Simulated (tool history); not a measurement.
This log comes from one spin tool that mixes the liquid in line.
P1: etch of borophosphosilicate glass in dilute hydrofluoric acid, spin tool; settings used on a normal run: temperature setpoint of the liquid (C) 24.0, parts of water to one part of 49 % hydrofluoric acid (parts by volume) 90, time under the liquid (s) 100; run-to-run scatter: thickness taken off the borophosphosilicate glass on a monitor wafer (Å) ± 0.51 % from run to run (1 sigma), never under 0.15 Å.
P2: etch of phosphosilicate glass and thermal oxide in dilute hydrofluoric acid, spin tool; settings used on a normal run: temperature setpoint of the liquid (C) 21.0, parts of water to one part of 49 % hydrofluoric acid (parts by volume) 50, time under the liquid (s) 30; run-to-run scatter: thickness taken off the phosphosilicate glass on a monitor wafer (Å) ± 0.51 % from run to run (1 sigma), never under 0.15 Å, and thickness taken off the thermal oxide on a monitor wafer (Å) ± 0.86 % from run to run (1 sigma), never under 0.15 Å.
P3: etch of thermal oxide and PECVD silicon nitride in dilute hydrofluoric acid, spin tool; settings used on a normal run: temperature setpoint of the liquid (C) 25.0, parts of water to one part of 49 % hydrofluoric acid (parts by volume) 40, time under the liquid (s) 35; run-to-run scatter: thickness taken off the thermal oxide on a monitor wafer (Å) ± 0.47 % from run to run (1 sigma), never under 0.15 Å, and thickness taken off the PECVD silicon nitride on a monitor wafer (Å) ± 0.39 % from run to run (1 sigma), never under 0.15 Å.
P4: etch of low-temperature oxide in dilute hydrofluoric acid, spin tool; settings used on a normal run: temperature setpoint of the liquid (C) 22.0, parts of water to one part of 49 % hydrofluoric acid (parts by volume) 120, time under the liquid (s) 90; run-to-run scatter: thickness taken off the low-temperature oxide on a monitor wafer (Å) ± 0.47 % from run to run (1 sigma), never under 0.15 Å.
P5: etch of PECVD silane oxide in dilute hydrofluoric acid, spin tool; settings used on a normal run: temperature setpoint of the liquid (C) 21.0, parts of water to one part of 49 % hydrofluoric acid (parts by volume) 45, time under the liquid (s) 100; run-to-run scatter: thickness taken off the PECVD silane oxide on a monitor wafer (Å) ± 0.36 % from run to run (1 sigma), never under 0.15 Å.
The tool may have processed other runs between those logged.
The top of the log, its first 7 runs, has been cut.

run	hour	process that ran	temperature setpoint of the liquid (C)	parts of water to one part of 49 % hydrofluoric acid (parts by volume)	time under the liquid (s)	hours since the thermometer was replaced	hours since the hydrofluoric acid flow meter was replaced	thickness taken off the borophosphosilicate glass on a monitor wafer (Å)	thickness taken off the low-temperature oxide on a monitor wafer (Å)	thickness taken off the phosphosilicate glass on a monitor wafer (Å)	thickness taken off the thermal oxide on a monitor wafer (Å)	thickness taken off the PECVD silane oxide on a monitor wafer (Å)	thickness taken off the PECVD silicon nitride on a monitor wafer (Å)
8	74.6	P5	21.0	65	100	742.2	1531.4					314.99	
9	80.8	P1	31.0	160	100	748.4	1537.6	233.480					
10	91.8	P4	22.0	205	90	759.4	1548.6		131.70				
11	105.0	P3	25.0	65	35	772.6	1561.8				26.821		31.681
12	117.1	P1	29.5	20	100	784.7	1573.9	2179.600					
13	129.9	P2	21.0	50	30	797.5	1586.7			674.49	27.275		
14	138.9	P5	21.0	45	100	806.5	1595.7					464.07	
15	150.5	P1	24.0	90	100	818.1	1607.3	349.490					
16	158.0	P1	28.0	90	100	825.6	1614.8	407.620					
17	167.5	P1	24.0	20	100	835.1	1624.3	1714.200					
18	179.5	P3	25.0	40	35	847.1	1636.3				45.352		50.822
19	190.3	P1	24.0	90	100	857.9	1647.1	346.930					
20	202.0	P2	17.0	50	30	869.6	1658.8			565.26	22.698		
21	208.4	P2	21.0	50	60	876.0	1665.2			1337.90	54.684		
22	214.6	P1	24.0	125	100	882.2	1671.4	239.860					
23	225.5	P4	22.0	120	90	893.1	1682.3		248.48				
24	237.6	P3	31.0	40	35	905.2	1694.4				57.928		75.232
25	244.7	P3	25.0	40	50	912.3	1701.5				64.980		71.920
26	254.3	P5	27.0	45	100	921.9	1711.1					596.56	
27	262.9	P5	21.0	45	100	930.5	1719.7					463.96	
28	271.6	P1	24.0	90	100	939.2	1728.4	347.730					
29	283.0	P4	22.0	120	135	950.6	1739.8		375.20				
30	290.7	P1	24.0	90	195	958.3	1747.5	679.020					

Run 31 is up next; what results do you expect?
31	301.8	P1	24.0	90	100	969.4	1758.6	?					

Run 31 yielded thickness taken off the borophosphosilicate glass on a monitor wafer (Å) 348.640.

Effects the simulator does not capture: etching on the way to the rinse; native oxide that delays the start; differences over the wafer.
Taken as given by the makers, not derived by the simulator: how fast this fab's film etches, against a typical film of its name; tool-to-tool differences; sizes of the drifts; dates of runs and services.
